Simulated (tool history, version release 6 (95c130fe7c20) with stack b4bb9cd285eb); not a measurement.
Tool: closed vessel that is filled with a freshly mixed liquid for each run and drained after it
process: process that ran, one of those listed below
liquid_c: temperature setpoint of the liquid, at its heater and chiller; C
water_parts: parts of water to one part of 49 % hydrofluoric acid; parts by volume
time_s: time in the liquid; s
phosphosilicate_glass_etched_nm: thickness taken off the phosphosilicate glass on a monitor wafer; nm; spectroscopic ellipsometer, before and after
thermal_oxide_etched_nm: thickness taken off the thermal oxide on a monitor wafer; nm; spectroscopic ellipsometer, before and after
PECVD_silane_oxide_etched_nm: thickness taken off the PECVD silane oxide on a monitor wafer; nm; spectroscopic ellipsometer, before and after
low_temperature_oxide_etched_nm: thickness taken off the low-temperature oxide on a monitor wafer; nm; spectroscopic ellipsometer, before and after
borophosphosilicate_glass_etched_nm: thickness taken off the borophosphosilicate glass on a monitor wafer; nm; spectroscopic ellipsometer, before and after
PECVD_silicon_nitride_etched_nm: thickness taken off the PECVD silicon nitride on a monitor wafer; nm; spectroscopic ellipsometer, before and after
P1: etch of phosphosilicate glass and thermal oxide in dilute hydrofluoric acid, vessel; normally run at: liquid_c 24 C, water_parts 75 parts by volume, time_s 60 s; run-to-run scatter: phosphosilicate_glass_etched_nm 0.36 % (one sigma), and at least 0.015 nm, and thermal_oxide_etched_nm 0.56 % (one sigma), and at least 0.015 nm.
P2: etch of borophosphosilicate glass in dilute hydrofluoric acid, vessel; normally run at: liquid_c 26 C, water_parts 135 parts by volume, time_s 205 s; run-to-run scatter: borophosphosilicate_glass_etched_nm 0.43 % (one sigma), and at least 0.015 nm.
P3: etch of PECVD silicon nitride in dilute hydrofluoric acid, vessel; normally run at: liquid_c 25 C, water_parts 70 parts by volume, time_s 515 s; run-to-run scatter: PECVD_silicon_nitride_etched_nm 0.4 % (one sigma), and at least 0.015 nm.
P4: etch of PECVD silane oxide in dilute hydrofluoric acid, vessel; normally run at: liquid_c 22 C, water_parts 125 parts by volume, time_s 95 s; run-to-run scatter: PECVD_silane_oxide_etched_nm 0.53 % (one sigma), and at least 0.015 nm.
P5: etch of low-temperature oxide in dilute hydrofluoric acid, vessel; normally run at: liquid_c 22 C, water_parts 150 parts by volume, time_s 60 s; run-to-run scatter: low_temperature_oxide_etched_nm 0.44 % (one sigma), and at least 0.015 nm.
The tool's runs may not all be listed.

run,day,process,liquid_c,water_parts,time_s,hours since the thermometer was replaced,hours since the hydrofluoric acid flow meter was replaced,phosphosilicate_glass_etched_nm,thermal_oxide_etched_nm,PECVD_silane_oxide_etched_nm,low_temperature_oxide_etched_nm,borophosphosilicate_glass_etched_nm,PECVD_silicon_nitride_etched_nm
1,0.121,P1,24,75,60,673.8,233.4,75.57,4.0503,,,,
2,0.242,P4,22,125,95,676.7,236.3,,,34.195,,,
3,0.379,P1,24,25,60,680,239.6,241.78,12.899,,,,
4,0.579,P5,22,30,60,684.8,244.4,,,,69.806,,
5,0.746,P5,22,150,30,688.8,248.4,,,,6.064,,
6,0.883,P1,24,75,95,692.1,251.7,118.71,6.3078,,,,
7,0.992,P1,24,75,60,694.7,254.3,75.384,4.0001,,,,
8,1.096,P1,24,75,60,697.2,256.8,75.496,3.9885,,,,
9,1.288,P1,20.5,75,110,701.8,261.4,119.79,6.3857,,,,
10,1.508,P1,24,140,60,707.1,266.7,37.371,1.9819,,,,
11,1.679,P2,26,135,30,711.2,270.8,,,,,7.2235,
12,1.775,P4,28,125,95,713.5,273.1,,,43.306,,,
13,1.888,P1,24,75,60,716.2,275.8,75.608,4.0102,,,,
14,2.083,P4,22,125,30,720.9,280.5,,,10.783,,,
# day 2.104: hydrofluoric acid flow meter replaced
15,2.292,P1,24,75,30,725.9,4.6,37.742,1.9907,,,,
16,2.454,P5,30,150,60,729.8,8.5,,,,16.232,,
17,2.612,P1,20.5,120,60,733.6,12.3,38.69,2.0787,,,,
18,2.762,P1,28,75,60,737.2,15.9,88.156,4.7193,,,,
19,2.912,P3,25,125,515,740.8,19.5,,,,,,8.4758
20,3.062,P3,25,70,1015,744.4,23.1,,,,,,29.758
21,3.271,P5,22,150,60,749.4,28.1,,,,12.154,,
22,3.404,P2,26,135,205,752.6,31.3,,,,,48.75,
23,3.567,P3,19.5,70,515,756.5,35.2,,,,,,10.366
24,3.783,P2,20,135,205,761.7,40.4,,,,,38.62,
25,3.917,P1,24,75,60,764.9,43.6,75.205,3.9897,,,,
26,4.112,P2,26,30,205,769.6,48.3,,,,,255.14,
27,4.317,P1,24,75,60,774.5,53.2,75.627,4.0305,,,,
28,4.425,P3,25,70,515,777.1,55.8,,,,,,14.973
29,4.558,P1,19.5,75,60,780.3,59,62.704,3.3549,,,,
30,4.75,P4,22,70,95,784.9,63.6,,,65.589,,,
31,4.896,P4,22,125,95,788.4,67.1,,,34.026,,,
32,5.067,P1,24,75,60,792.5,71.2,75.394,4.0071,,,,
33,5.238,P1,24,75,60,796.6,75.3,72.053,3.8002,,,,
34,5.408,P1,24,75,60,800.7,79.4,70.272,3.7538,,,,
35,5.521,P1,24,75,60,803.4,82.1,69.617,3.7371,,,,
36,5.679,P1,24,75,60,807.2,85.9,68.789,3.6722,,,,
37,5.817,P1,24,75,60,810.5,89.2,69.128,3.6203,,,,
38,5.942,P1,24,75,60,813.5,92.2,68.577,3.6519,,,,
39,6.092,P1,24,75,60,817.1,95.8,68.824,3.5955,,,,

What P1 gives has crept away from where it was. These 2 causes fit the log equally well, each at the size given:
A: liquid colder than its thermometer reads (K) = 2.4
B: hydrofluoric acid flow below the setpoint (%) = 8.5
The creep began at about day 5.067.

4 check runs are offered, one wafer each, their results left as question marks. Which one tells the causes apart?
check 1,6.242,P2,26,90,35,,,,,,,?,
check 2,6.242,P5,22,40,30,,,,,,?,,
check 3,6.242,P4,22,90,60,,,,,?,,,
check 4,6.242,P3,25,70,1005,,,,,,,,?

What each check would give under each cause:
check,result,if A,if B
check 1,borophosphosilicate_glass_etched_nm,12.098,12.043
check 2,low_temperature_oxide_etched_nm,23.329,23.526
check 3,PECVD_silane_oxide_etched_nm,28.368,28.363
check 4,PECVD_silicon_nitride_etched_nm,25.013,26.906
How far apart the two closest causes lie, in the result that separates them most: check 1 0.46 %; check 2 0.84 %; check 3 0.02 %; check 4 7.3 %
Check 4 tells the causes apart: in the others they would give nearly the same result.

Then check 4 was run and gave: PECVD_silicon_nitride_etched_nm 26.792 nm. Which cause is it?

It is B: hydrofluoric acid flow below the setpoint (%).
